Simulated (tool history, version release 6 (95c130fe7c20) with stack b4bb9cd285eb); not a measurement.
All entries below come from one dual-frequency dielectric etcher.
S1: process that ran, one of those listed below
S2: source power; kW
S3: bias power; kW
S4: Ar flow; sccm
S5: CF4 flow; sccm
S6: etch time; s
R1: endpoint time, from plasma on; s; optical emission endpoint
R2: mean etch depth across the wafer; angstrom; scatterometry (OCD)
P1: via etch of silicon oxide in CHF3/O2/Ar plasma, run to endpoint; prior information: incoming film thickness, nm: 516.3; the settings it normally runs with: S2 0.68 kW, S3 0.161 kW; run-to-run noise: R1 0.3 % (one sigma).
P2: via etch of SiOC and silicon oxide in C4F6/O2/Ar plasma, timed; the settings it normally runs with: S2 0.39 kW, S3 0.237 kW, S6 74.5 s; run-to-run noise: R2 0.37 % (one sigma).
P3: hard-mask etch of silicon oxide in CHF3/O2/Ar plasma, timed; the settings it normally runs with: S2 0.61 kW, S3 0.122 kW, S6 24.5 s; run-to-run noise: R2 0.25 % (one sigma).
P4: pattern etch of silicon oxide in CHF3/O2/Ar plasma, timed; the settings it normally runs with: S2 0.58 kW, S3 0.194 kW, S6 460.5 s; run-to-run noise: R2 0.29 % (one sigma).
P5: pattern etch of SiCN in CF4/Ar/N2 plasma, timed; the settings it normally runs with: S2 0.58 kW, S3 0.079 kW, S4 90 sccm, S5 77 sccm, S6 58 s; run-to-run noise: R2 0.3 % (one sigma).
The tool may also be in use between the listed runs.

run	hour	S1	S2	S3	S4	S5	S6	R1	R2
1	12	P1	0.68	0.161				256.68	
2	24	P5	0.79	0.079	90	77	58		873.02
3	31.1	P4	0.58	0.194			265.5		5218.9
4	41.1	P4	0.81	0.194			460.5		10259
5	54.4	P1	0.68	0.161				256.48	
6	63	P5	0.58	0.079	90	77	58		665.13
7	74.3	P5	0.58	0.079	90	99	58		687
8	81.4	P3	0.41	0.122			24.5		383.2
9	97.4	P1	0.68	0.161				257.08	
10	113.6	P1	0.85	0.161				235.29	
11	128.3	P2	0.39	0.237			74.5		905.73
12	144.1	P1	0.68	0.202				237.11	
13	152.3	P1	0.68	0.161				257.33	
14	163.7	P1	0.68	0.161				257.47	
15	176.2	P5	0.58	0.046	90	77	58		559
16	191.6	P1	0.47	0.161				297.01	
17	207.7	P1	0.46	0.22				267.05	
18	215.8	P5	0.58	0.079	90	77	58		661.26
19	229.9	P4	0.58	0.194			460.5		9027.6
20	242.7	P2	0.39	0.237			74.5		901.93
# hour 248.9: source power generator calibrated
21	254.5	P1	0.68	0.161				255.89	
22	267.6	P3	0.61	0.122			24.5		446.86
23	280.5	P4	0.58	0.244			460.5		9824.4
24	295.4	P2	0.39	0.325			74.5		1009.9
25	306.4	P5	0.58	0.079	90	77	44.5		507.94
26	316.3	P2	0.39	0.237			112		1356.8
27	332.3	P1	0.68	0.127				277.17	
28	347	P3	0.61	0.122			17		310.05
29	354.4	P1	0.46	0.126				322.89	
30	366.3	P5	0.58	0.079	69	77	58		685.43
31	373.5	P2	0.46	0.237			74.5		963.7
32	386.1	P1	0.68	0.161				256.98	
33	396.1	P3	0.61	0.166			24.5		493.18
34	411.4	P1	0.68	0.161				256.24	
35	421.9	P1	0.68	0.161				258.02	
36	437.8	P1	0.68	0.161				258.12	
37	453.8	P1	0.68	0.161				259.06	
# hour 462: wet clean of the chamber
38	466.1	P1	0.68	0.161				259.26	
39	482.1	P1	0.68	0.161				261.01	
40	497.4	P1	0.68	0.161				259.65	

Predict the results of run 41:
41	511.2	P1	0.68	0.161				?	

Run 41 produced R1 258.73 s.

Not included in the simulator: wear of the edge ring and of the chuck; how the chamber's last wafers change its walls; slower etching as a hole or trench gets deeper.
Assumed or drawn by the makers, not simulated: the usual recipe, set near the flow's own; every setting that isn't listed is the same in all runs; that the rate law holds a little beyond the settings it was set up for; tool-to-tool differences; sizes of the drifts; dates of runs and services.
